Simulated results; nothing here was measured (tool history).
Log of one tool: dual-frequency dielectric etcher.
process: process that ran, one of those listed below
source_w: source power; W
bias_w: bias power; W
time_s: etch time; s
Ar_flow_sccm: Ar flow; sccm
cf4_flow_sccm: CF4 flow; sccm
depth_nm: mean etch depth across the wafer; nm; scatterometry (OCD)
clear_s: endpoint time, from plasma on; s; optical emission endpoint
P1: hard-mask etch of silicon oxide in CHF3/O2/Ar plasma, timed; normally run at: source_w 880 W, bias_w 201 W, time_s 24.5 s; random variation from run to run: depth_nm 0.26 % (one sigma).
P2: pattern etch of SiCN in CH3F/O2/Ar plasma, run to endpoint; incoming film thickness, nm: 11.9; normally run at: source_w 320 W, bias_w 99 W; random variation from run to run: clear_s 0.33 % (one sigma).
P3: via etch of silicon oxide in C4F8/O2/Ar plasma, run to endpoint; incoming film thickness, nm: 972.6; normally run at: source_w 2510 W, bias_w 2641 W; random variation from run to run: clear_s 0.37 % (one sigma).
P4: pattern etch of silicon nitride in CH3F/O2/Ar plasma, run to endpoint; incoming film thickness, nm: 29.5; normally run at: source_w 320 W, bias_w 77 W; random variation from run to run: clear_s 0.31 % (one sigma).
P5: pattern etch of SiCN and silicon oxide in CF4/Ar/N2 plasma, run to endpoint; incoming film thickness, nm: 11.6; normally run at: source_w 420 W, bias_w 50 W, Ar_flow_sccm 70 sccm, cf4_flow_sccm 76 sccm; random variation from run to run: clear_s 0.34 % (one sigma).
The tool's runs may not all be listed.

run	hour	process	source_w	bias_w	time_s	Ar_flow_sccm	cf4_flow_sccm	depth_nm	clear_s
1	6	P1	880	201	24.5			56.044	
2	9.9	P4	320	77					46.163
3	15.6	P1	880	201	24.5			55.95	
4	22.1	P2	320	99					31.037
# hour 22.8: bias power generator calibrated
5	28.5	P5	420	50		70	76		14.592
6	34.6	P5	420	50		70	103		13.996
7	37.8	P4	320	77					46.158
8	41.5	P1	880	201	24.5			55.919	
# hour 46.6: wet clean of the chamber
9	47.6	P3	2510	1958					175.39
10	52.9	P3	1970	2641					179.02
11	56	P4	320	45					55.269
12	61.5	P1	880	123	24.5			47.921	
13	66.3	P1	620	201	24.5			49.189	
# hour 68.3: source power generator calibrated
14	72	P2	320	79					34.162
15	77.4	P1	1240	201	24.5			64.172	
16	80.8	P3	2510	2641					163.09
17	86.9	P5	420	50		96	76		15.274
18	89.9	P1	880	201	35.5			81.238	
19	94.6	P1	880	201	13.5			30.715	
20	97.7	P5	280	50		70	76		20.936
21	101.4	P1	880	154	36.5			76.605	
22	105	P1	880	201	24.5			56.006	
23	108.7	P2	420	99					28.326
24	114.7	P4	390	77					43.068
25	119.1	P5	420	31		70	76		16.556
26	124	P1	880	201	24.5			56.261	
27	127.4	P1	880	257	24.5			60.979	
28	132	P1	880	201	24.5			56.031	
29	136.8	P1	880	201	24.5			56.345	

Run 30 comes next. What will it give?
30	141.5	P1	880	201	24.5			?	

depth_nm: 56.416 nm

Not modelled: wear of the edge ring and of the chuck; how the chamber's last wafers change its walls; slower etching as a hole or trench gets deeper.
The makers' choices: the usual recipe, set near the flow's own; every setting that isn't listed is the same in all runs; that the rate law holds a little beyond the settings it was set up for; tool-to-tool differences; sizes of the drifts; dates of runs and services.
